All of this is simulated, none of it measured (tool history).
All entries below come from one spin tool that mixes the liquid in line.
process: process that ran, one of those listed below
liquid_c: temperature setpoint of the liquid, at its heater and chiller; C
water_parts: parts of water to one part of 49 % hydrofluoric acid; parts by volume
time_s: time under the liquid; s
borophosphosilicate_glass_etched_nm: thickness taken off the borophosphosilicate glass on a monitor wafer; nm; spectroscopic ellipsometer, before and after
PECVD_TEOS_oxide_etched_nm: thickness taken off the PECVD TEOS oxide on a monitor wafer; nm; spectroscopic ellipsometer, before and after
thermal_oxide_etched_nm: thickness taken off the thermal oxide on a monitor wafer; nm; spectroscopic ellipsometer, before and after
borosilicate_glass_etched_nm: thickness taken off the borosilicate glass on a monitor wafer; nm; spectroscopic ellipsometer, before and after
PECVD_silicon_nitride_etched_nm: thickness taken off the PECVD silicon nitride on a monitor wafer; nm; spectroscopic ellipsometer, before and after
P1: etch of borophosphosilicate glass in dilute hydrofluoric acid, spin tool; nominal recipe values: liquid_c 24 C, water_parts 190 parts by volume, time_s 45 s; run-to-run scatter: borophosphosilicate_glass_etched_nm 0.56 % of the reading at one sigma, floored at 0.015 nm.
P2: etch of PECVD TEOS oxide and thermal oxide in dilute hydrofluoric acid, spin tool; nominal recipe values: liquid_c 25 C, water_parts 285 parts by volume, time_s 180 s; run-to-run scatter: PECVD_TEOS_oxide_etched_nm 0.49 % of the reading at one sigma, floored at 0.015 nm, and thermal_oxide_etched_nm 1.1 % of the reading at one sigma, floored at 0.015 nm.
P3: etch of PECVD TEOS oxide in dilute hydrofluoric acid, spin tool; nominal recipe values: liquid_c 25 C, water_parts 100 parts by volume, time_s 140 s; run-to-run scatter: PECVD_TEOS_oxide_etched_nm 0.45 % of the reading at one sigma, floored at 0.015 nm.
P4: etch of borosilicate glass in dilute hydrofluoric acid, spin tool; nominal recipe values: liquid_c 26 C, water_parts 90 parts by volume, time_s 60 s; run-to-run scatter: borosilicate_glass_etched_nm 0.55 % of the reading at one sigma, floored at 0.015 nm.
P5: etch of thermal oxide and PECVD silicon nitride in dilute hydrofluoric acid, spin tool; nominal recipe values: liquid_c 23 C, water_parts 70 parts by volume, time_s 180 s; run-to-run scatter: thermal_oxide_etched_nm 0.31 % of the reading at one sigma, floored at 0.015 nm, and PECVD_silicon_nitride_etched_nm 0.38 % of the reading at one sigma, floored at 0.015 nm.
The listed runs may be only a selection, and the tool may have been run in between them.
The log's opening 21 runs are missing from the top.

run,hour,process,liquid_c,water_parts,time_s,hours since the thermometer was replaced,hours since the hydrofluoric acid flow meter was replaced,borophosphosilicate_glass_etched_nm,PECVD_TEOS_oxide_etched_nm,thermal_oxide_etched_nm,borosilicate_glass_etched_nm,PECVD_silicon_nitride_etched_nm
22,153.6,P1,24,90,45,1586.3,1346.3,33.527,,,,
23,164.2,P1,24,190,45,1596.9,1356.9,14.158,,,,
24,170,P2,25,285,180,1602.7,1362.7,,7.4106,2.5637,,
25,176.8,P1,24,190,45,1609.5,1369.5,14.136,,,,
26,182.3,P1,24,190,45,1615,1375,14.116,,,,
27,189.8,P3,25,100,140,1622.5,1382.5,,19.695,,,
28,195,P4,21.5,90,60,1627.7,1387.7,,,,10.793,
29,203.5,P1,24,275,45,1636.2,1396.2,8.9222,,,,
30,212,P4,26,45,60,1644.7,1404.7,,,,27.415,
31,222.1,P5,19,70,180,1654.8,1414.8,,,9.7523,,10.631
32,231.5,P2,25,105,180,1664.2,1424.2,,24.652,8.6001,,
33,236.5,P1,24,190,45,1669.2,1429.2,14.258,,,,
34,244.3,P2,31,285,180,1677,1437,,9.1208,3.1415,,
35,252.9,P2,25,285,180,1685.6,1445.6,,7.3774,2.559,,
36,261.9,P5,23,70,180,1694.6,1454.6,,,11.546,,14.085

Run 37, settings as shown, results not yet in. Your forecast:
37,267.1,P1,24,190,45,1699.8,1459.8,?,,,,

{"run 37": {"borophosphosilicate_glass_etched_nm": 13.95}}
